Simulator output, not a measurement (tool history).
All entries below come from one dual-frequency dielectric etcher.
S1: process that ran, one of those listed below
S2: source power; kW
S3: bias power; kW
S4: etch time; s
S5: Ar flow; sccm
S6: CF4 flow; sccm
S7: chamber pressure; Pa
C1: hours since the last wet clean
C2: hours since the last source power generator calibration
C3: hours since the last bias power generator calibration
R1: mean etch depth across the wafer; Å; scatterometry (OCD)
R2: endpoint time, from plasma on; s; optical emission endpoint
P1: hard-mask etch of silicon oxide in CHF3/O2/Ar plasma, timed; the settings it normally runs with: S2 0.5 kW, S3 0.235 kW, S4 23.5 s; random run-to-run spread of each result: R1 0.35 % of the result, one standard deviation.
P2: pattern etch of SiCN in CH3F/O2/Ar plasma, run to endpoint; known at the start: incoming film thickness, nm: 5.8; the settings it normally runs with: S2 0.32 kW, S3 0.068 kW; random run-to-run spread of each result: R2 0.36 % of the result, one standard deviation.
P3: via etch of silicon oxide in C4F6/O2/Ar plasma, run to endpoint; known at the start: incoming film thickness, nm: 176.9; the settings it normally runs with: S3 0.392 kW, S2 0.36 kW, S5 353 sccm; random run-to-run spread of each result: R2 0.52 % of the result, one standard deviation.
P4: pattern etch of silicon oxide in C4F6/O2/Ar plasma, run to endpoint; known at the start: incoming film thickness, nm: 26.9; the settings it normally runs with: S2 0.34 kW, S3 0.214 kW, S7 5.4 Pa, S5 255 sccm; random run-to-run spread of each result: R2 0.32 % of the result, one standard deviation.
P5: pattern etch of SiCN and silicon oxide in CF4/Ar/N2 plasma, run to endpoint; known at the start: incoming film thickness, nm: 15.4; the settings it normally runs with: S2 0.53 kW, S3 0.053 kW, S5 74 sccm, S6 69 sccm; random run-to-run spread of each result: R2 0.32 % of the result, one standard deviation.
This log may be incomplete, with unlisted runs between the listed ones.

run 1 hour=7.6 | S1=P1 S2=0.5 S3=0.235 S4=23.5 | C1=445.5 C2=1246.2 C3=669.4 | R1=489.86
run 2 hour=14.6 | S1=P1 S2=0.64 S3=0.235 S4=23.5 | C1=452.5 C2=1253.2 C3=676.4 | R1=540.55
run 3 hour=22.4 | S1=P2 S2=0.43 S3=0.068 | C1=460.3 C2=1261 C3=684.2 | R2=15.296
run 4 hour=29.9 | S1=P5 S2=0.53 S3=0.053 S5=74 S6=69 | C1=467.8 C2=1268.5 C3=691.7 | R2=16.865
-- hour=33.4 wet clean of the chamber
run 5 hour=36.8 | S1=P1 S2=0.5 S3=0.144 S4=23.5 | C1=3.5 C2=1275.4 C3=698.6 | R1=417.78
run 6 hour=43.9 | S1=P5 S2=0.53 S3=0.053 S5=74 S6=69 | C1=10.6 C2=1282.5 C3=705.7 | R2=16.789
run 7 hour=54.4 | S1=P1 S2=0.37 S3=0.308 S4=23.5 | C1=21.1 C2=1293 C3=716.2 | R1=485.75
run 8 hour=64 | S1=P4 S2=0.34 S3=0.214 S5=255 S7=5.4 | C1=30.7 C2=1302.6 C3=725.8 | R2=8.7806
run 9 hour=74 | S1=P1 S2=0.5 S3=0.235 S4=23.5 | C1=40.7 C2=1312.6 C3=735.8 | R1=489.68
run 10 hour=82.1 | S1=P1 S2=0.36 S3=0.235 S4=23.5 | C1=48.8 C2=1320.7 C3=743.9 | R1=432.87
run 11 hour=88.2 | S1=P1 S2=0.5 S3=0.235 S4=16 | C1=54.9 C2=1326.8 C3=750 | R1=334.31
run 12 hour=95.7 | S1=P5 S2=0.53 S3=0.053 S5=74 S6=51 | C1=62.4 C2=1334.3 C3=757.5 | R2=17.694
run 13 hour=107.6 | S1=P4 S2=0.34 S3=0.214 S5=255 S7=7.47 | C1=74.3 C2=1346.2 C3=769.4 | R2=9.1549
run 14 hour=117 | S1=P1 S2=0.5 S3=0.235 S4=31 | C1=83.7 C2=1355.6 C3=778.8 | R1=646.34
run 15 hour=129.4 | S1=P2 S2=0.32 S3=0.068 | C1=96.1 C2=1368 C3=791.2 | R2=17.099
run 16 hour=141.2 | S1=P1 S2=0.5 S3=0.235 S4=23.5 | C1=107.9 C2=1379.8 C3=803 | R1=490.54
run 17 hour=152.3 | S1=P1 S2=0.5 S3=0.284 S4=23.5 | C1=119 C2=1390.9 C3=814.1 | R1=527.62
run 18 hour=158.6 | S1=P1 S2=0.63 S3=0.235 S4=28 | C1=125.3 C2=1397.2 C3=820.4 | R1=638.79
-- hour=169.1 bias power generator calibrated
run 19 hour=170.8 | S1=P1 S2=0.5 S3=0.142 S4=33 | C1=137.5 C2=1409.4 C3=1.7 | R1=580.61
run 20 hour=176.7 | S1=P5 S2=0.53 S3=0.07 S5=74 S6=69 | C1=143.4 C2=1415.3 C3=7.6 | R2=15.49
run 21 hour=183.8 | S1=P1 S2=0.5 S3=0.235 S4=23.5 | C1=150.5 C2=1422.4 C3=14.7 | R1=492.29
run 22 hour=195.1 | S1=P3 S2=0.43 S3=0.392 S5=353 | C1=161.8 C2=1433.7 C3=26 | R2=42.692
run 23 hour=205.6 | S1=P4 S2=0.34 S3=0.214 S5=304 S7=5.4 | C1=172.3 C2=1444.2 C3=36.5 | R2=8.9404
run 24 hour=213.4 | S1=P1 S2=0.5 S3=0.235 S4=23.5 | C1=180.1 C2=1452 C3=44.3 | R1=492.8
run 25 hour=221.9 | S1=P1 S2=0.5 S3=0.235 S4=23.5 | C1=188.6 C2=1460.5 C3=52.8 | R1=491.88
run 26 hour=231.6 | S1=P2 S2=0.32 S3=0.068 | C1=198.3 C2=1470.2 C3=62.5 | R2=17.221
run 27 hour=243.4 | S1=P5 S2=0.63 S3=0.053 S5=74 S6=69 | C1=210.1 C2=1482 C3=74.3 | R2=14.353
run 28 hour=250.2 | S1=P3 S2=0.36 S3=0.392 S5=467 | C1=216.9 C2=1488.8 C3=81.1 | R2=46.646
run 29 hour=259.5 | S1=P3 S2=0.36 S3=0.392 S5=353 | C1=226.2 C2=1498.1 C3=90.4 | R2=45.332
run 30 hour=271.4 | S1=P5 S2=0.53 S3=0.053 S5=90 S6=69 | C1=238.1 C2=1510 C3=102.3 | R2=17.259
run 31 hour=278.1 | S1=P4 S2=0.34 S3=0.214 S5=255 S7=5.4 | C1=244.8 C2=1516.7 C3=109 | R2=8.758
run 32 hour=289.2 | S1=P4 S2=0.34 S3=0.281 S5=255 S7=5.4 | C1=255.9 C2=1527.8 C3=120.1 | R2=8.0376
run 33 hour=297.8 | S1=P4 S2=0.45 S3=0.214 S5=255 S7=5.4 | C1=264.5 C2=1536.4 C3=128.7 | R2=7.8663
run 34 hour=304.2 | S1=P3 S2=0.36 S3=0.541 S5=353 | C1=270.9 C2=1542.8 C3=135.1 | R2=39.902
run 35 hour=316.9 | S1=P2 S2=0.32 S3=0.045 | C1=283.6 C2=1555.5 C3=147.8 | R2=19.792
run 36 hour=324.4 | S1=P1 S2=0.5 S3=0.235 S4=23.5 | C1=291.1 C2=1563 C3=155.3 | R1=489.33
run 37 hour=331.6 | S1=P1 S2=0.5 S3=0.235 S4=23.5 | C1=298.3 C2=1570.2 C3=162.5 | R1=491.08
run 38 hour=339.6 | S1=P1 S2=0.5 S3=0.235 S4=23.5 | C1=306.3 C2=1578.2 C3=170.5 | R1=483.51
run 39 hour=351.4 | S1=P1 S2=0.5 S3=0.235 S4=23.5 | C1=318.1 C2=1590 C3=182.3 | R1=482.38
run 40 hour=361 | S1=P1 S2=0.5 S3=0.235 S4=23.5 | C1=327.7 C2=1599.6 C3=191.9 | R1=486.18
run 41 hour=369.8 | S1=P1 S2=0.5 S3=0.235 S4=23.5 | C1=336.5 C2=1608.4 C3=200.7 | R1=481.71
run 42 hour=376.4 | S1=P1 S2=0.5 S3=0.235 S4=23.5 | C1=343.1 C2=1615 C3=207.3 | R1=484.94
run 43 hour=383.8 | S1=P1 S2=0.5 S3=0.235 S4=23.5 | C1=350.5 C2=1622.4 C3=214.7 | R1=483.45
-- hour=393.6 wet clean of the chamber
run 44 hour=395.9 | S1=P1 S2=0.5 S3=0.235 S4=23.5 | C1=2.3 C2=1634.5 C3=226.8 | R1=482.68
run 45 hour=401.5 | S1=P1 S2=0.5 S3=0.235 S4=23.5 | C1=7.9 C2=1640.1 C3=232.4 | R1=483.06
run 46 hour=407.7 | S1=P1 S2=0.5 S3=0.235 S4=23.5 | C1=14.1 C2=1646.3 C3=238.6 | R1=483.29
run 47 hour=417.6 | S1=P1 S2=0.5 S3=0.235 S4=23.5 | C1=24 C2=1656.2 C3=248.5 | R1=481.77

Something has made what P1 gives creep away from where it was; the 2 causes below, each at its own stated size, fit the log equally well:
A: bias power that arrives under what is set, % = 4.85
B: source power that arrives under what is set, % = 4.6
Creep in the process output first set in at about hour 324.4.
Each remaining cause and why it is not a fit:
chamber walls in a state that lowers the etch rate, %: was serviced at hour 393.6, once the creep was under way, yet the earlier output never came back

The check runs listed below each take one wafer, and their results are still question marks. Under which run would the listed causes lead to clearly different results?
run check 1 hour=427.5 | S1=P5 S2=0.53 S3=0.053 S5=74 S6=55 | R2=?
run check 2 hour=427.5 | S1=P4 S2=0.34 S3=0.214 S5=255 S7=7.4 | R2=?
run check 3 hour=427.5 | S1=P2 S2=0.42 S3=0.054 | R2=?
run check 4 hour=427.5 | S1=P3 S2=0.36 S3=0.392 S5=426 | R2=?

Expected result of each check under each candidate cause:
check=check_1 result=R2 if_A=17.694 if_B=18.176
check=check_2 result=R2 if_A=9.262 if_B=9.2778
check=check_3 result=R2 if_A=17.044 if_B=17.075
check=check_4 result=R2 if_A=47.097 if_B=47.077
Per check, the gap between the least separated pair of causes, taken in the result that splits them most: check 1 2.69 %; check 2 0.17 %; check 3 0.18 %; check 4 0.04 %
The other checks would show nearly matching results whichever cause is true, so check 1 is the only one that separates the causes.

Running check 1 produced the following: R2 17.725 s. Which one of the listed causes fits?

The correct cause is A, namely: bias power that arrives under what is set, %.

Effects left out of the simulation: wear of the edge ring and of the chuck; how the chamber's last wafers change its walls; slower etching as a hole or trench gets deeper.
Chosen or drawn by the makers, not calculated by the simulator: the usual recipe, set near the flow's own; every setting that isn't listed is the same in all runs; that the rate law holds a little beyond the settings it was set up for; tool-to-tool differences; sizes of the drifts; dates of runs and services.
